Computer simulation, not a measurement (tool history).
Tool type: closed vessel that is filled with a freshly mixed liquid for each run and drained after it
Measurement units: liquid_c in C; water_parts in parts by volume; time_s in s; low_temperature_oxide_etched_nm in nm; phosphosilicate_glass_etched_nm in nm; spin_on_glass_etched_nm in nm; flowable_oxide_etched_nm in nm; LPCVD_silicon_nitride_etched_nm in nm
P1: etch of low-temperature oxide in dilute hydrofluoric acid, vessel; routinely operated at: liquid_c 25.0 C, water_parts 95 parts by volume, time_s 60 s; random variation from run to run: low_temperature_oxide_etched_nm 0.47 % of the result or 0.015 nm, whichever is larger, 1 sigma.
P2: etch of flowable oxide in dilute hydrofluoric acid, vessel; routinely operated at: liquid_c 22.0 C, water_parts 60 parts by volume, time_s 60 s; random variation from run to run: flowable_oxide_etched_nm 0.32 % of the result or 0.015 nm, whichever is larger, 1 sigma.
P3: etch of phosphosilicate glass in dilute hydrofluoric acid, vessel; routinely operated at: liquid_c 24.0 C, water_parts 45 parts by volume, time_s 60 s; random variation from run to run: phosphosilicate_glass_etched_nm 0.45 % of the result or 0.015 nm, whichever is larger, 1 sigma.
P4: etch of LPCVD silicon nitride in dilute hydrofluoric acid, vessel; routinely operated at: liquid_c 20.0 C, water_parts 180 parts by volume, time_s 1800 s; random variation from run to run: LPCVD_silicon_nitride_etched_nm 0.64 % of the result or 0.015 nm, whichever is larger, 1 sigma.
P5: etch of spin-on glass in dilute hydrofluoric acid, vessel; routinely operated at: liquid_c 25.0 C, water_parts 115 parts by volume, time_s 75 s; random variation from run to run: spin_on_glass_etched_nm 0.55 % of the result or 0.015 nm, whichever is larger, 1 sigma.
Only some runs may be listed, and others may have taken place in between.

run	day	process	liquid_c	water_parts	time_s	hours since the thermometer was replaced	hours since the hydrofluoric acid flow meter was replaced	low_temperature_oxide_etched_nm	phosphosilicate_glass_etched_nm	spin_on_glass_etched_nm	flowable_oxide_etched_nm	LPCVD_silicon_nitride_etched_nm
1	0.612	P1	25.0	95	60	106.9	265.2	22.6300				
2	1.171	P1	19.5	95	60	120.3	278.6	18.1610				
3	1.671	P3	24.0	20	60	132.3	290.6		201.450			
4	2.021	P5	25.0	115	75	140.7	299.0			27.599		
5	2.446	P2	17.0	60	60	150.9	309.2				24.242	
6	2.779	P1	25.0	135	60	158.9	317.2	15.1880				
7	3.117	P1	30.0	95	60	167.0	325.3	27.3590				
8	3.588	P2	22.0	60	60	178.3	336.6				29.848	
9	3.946	P1	25.0	95	60	186.9	345.2	22.6150				
10	4.262	P4	20.0	180	1800	194.5	352.8					4.200100
11	4.671	P1	25.0	95	60	204.3	362.6	22.6870				
12	5.050	P2	22.0	20	60	213.4	371.7				94.250	
13	5.462	P1	25.0	95	60	223.3	381.6	22.5560				
14	5.971	P3	24.0	45	30	235.5	393.8		43.196			
15	6.604	P2	22.0	60	105	250.7	409.0				52.381	
16	7.050	P4	20.0	180	1800	261.4	419.7					4.258500
17	7.554	P4	17.0	180	1800	273.5	431.8					3.487900
18	7.938	P1	25.0	155	30	282.7	441.0	6.4375				
19	8.462	P1	25.0	95	115	295.3	453.6	43.2160				
20	9.054	P3	29.0	45	60	309.5	467.8		105.560			
21	9.604	P5	25.0	50	75	322.7	481.0			67.496		
22	10.267	P5	25.0	115	75	338.6	496.9			27.326		
23	10.633	P1	25.0	95	60	347.4	505.7	22.5830				
24	11.279	P2	22.0	60	60	362.9	521.2				30.105	
25	11.700	P1	25.0	95	30	373.0	531.3	11.2920				
26	12.254	P3	24.0	45	60	386.3	544.6		86.653			
27	12.729	P1	20.5	130	60	397.7	556.0	13.4160				
28	13.354	P1	21.0	95	30	412.7	571.0	9.6550				
29	13.712	P5	30.0	115	75	421.3	579.6			33.019		
30	14.004	P5	25.0	115	35	428.3	586.6			12.791		
31	14.321	P4	20.0	115	1800	435.9	594.2					6.597900
32	14.954	P1	25.0	30	60	451.1	609.4	77.4020				
33	15.388	P4	20.0	180	30	461.5	619.8					0.079794
34	15.683	P1	25.0	95	60	468.6	626.9	22.5720				
35	16.346	P1	25.0	95	60	484.5	642.8	21.9130				
36	16.892	P1	25.0	95	60	497.6	655.9	21.5230				
37	17.200	P1	25.0	95	60	505.0	663.3	21.4860				
38	17.767	P1	25.0	95	60	518.6	676.9	21.2990				
39	18.229	P1	25.0	95	60	529.7	688.0	21.3280				
40	18.658	P1	25.0	95	60	540.0	698.3	21.2610				
41	19.167	P1	25.0	95	60	552.2	710.5	21.2830				

P1 no longer gives what it gave before; its output has crept away from where it was. The following 2 causes, each at its listed size, fit the log equally well:
A: liquid colder than its thermometer reads (K) = 1.49
B: hydrofluoric acid flow below the setpoint (%) = 5.11
Creep in the process output first set in at about day 15.683.

The list below offers 4 check runs, each averaging the results of 2 wafers, and shows each result as a question mark. For which of them would the listed causes give clearly different results?
check 1	19.675	P5	25.0	115	75					?		
check 2	19.675	P2	22.0	60	60						?	
check 3	19.675	P3	24.0	45	60				?			
check 4	19.675	P4	20.0	180	1800							?

How each check would come out, cause by cause:
check	result	if A	if B
check 1	spin_on_glass_etched_nm	25.737	25.692
check 2	flowable_oxide_etched_nm	28.100	28.262
check 3	phosphosilicate_glass_etched_nm	81.409	81.925
check 4	LPCVD_silicon_nitride_etched_nm	3.853700	4.043800
Gap, in per cent, between the two causes that each check separates least, read from the result that separates them most: check 1 0.18 %; check 2 0.58 %; check 3 0.63 %; check 4 4.82 %
Only check 4 tells the causes apart: in the others they would give nearly the same result.

Check 4 was then run and gave: LPCVD_silicon_nitride_etched_nm 3.819200 nm. Which cause is it?

A is the cause: liquid colder than its thermometer reads (K).
